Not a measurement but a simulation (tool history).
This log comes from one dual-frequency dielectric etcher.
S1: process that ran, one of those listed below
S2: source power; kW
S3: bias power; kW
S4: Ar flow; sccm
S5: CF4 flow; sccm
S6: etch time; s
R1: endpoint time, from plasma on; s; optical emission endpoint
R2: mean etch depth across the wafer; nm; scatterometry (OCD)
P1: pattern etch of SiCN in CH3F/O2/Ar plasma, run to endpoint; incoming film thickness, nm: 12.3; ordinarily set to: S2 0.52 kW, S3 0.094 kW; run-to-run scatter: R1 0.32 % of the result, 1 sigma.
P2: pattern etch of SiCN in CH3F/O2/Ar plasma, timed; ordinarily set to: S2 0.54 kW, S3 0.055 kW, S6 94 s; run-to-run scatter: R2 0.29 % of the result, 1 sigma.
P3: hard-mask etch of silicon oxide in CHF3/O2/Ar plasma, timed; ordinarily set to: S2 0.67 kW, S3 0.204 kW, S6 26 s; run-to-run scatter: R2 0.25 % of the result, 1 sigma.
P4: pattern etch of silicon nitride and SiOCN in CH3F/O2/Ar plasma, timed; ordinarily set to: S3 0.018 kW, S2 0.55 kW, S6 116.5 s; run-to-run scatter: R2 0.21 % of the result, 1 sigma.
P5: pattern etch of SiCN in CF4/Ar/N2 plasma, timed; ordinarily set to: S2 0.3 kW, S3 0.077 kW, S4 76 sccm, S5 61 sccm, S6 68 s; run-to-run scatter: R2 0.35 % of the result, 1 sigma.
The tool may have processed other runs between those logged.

Run 1, hour 7.7: S1 P1, S2 0.52 kW, S3 0.094 kW. Result: R1 27.734 s.
Run 2, hour 13.3: S1 P5, S2 0.38 kW, S3 0.077 kW, S4 76 sccm, S5 61 sccm, S6 68 s. Result: R2 52.364 nm.
Run 3, hour 18.9: S1 P1, S2 0.52 kW, S3 0.094 kW. Result: R1 27.525 s.
Run 4, hour 27.1: S1 P4, S2 0.55 kW, S3 0.012 kW, S6 116.5 s. Result: R2 13.684 nm.
Run 5, hour 31.5: S1 P3, S2 0.67 kW, S3 0.204 kW, S6 26 s. Result: R2 55.056 nm.
Run 6, hour 36.3: S1 P1, S2 0.52 kW, S3 0.059 kW. Result: R1 32.65 s.
Run 7, hour 42.5: S1 P1, S2 0.52 kW, S3 0.094 kW. Result: R1 27.645 s.
Run 8, hour 49.1: S1 P4, S2 0.55 kW, S3 0.018 kW, S6 171.5 s. Result: R2 23.524 nm.
Run 9, hour 53.2: S1 P5, S2 0.3 kW, S3 0.077 kW, S4 76 sccm, S5 81 sccm, S6 68 s. Result: R2 44.328 nm.
Run 10, hour 61.8: S1 P1, S2 0.36 kW, S3 0.124 kW. Result: R1 28.356 s.
Run 11, hour 68.8: S1 P1, S2 0.43 kW, S3 0.113 kW. Result: R1 27.701 s.
Run 12, hour 72.6: S1 P5, S2 0.3 kW, S3 0.077 kW, S4 76 sccm, S5 61 sccm, S6 68 s. Result: R2 42.616 nm.
Run 13, hour 79.7: S1 P4, S2 0.55 kW, S3 0.018 kW, S6 116.5 s. Result: R2 15.995 nm.
Run 14, hour 87.4: S1 P2, S2 0.54 kW, S3 0.055 kW, S6 94 s. Result: R2 35.543 nm.
Run 15, hour 95.9: S1 P3, S2 0.43 kW, S3 0.204 kW, S6 26 s. Result: R2 46.614 nm.
Run 16, hour 100.6: S1 P2, S2 0.67 kW, S3 0.055 kW, S6 94 s. Result: R2 38.593 nm.
Run 17, hour 109.2: S1 P1, S2 0.33 kW, S3 0.094 kW. Result: R1 32.663 s.
Run 18, hour 114.7: S1 P5, S2 0.3 kW, S3 0.105 kW, S4 76 sccm, S5 61 sccm, S6 68 s. Result: R2 47.932 nm.
Run 19, hour 121.3: S1 P3, S2 0.67 kW, S3 0.159 kW, S6 26 s. Result: R2 50.472 nm.
Run 20, hour 125.1: S1 P5, S2 0.3 kW, S3 0.077 kW, S4 76 sccm, S5 61 sccm, S6 40.5 s. Result: R2 25.26 nm.
Run 21, hour 128.8: S1 P3, S2 0.67 kW, S3 0.204 kW, S6 26 s. Result: R2 54.916 nm.
Run 22, hour 133.8: S1 P4, S2 0.69 kW, S3 0.018 kW, S6 116.5 s. Result: R2 17.404 nm.
Run 23, hour 140: S1 P2, S2 0.54 kW, S3 0.055 kW, S6 54 s. Result: R2 20.479 nm.
Run 24, hour 148.7: S1 P1, S2 0.7 kW, S3 0.094 kW. Result: R1 24.68 s.

The next listed run, before its measurement:
Run 25, hour 154.3: S1 P5, S2 0.3 kW, S3 0.077 kW, S4 100 sccm, S5 61 sccm, S6 68 s. Result: R2 ?.

R2: 40.87 nm
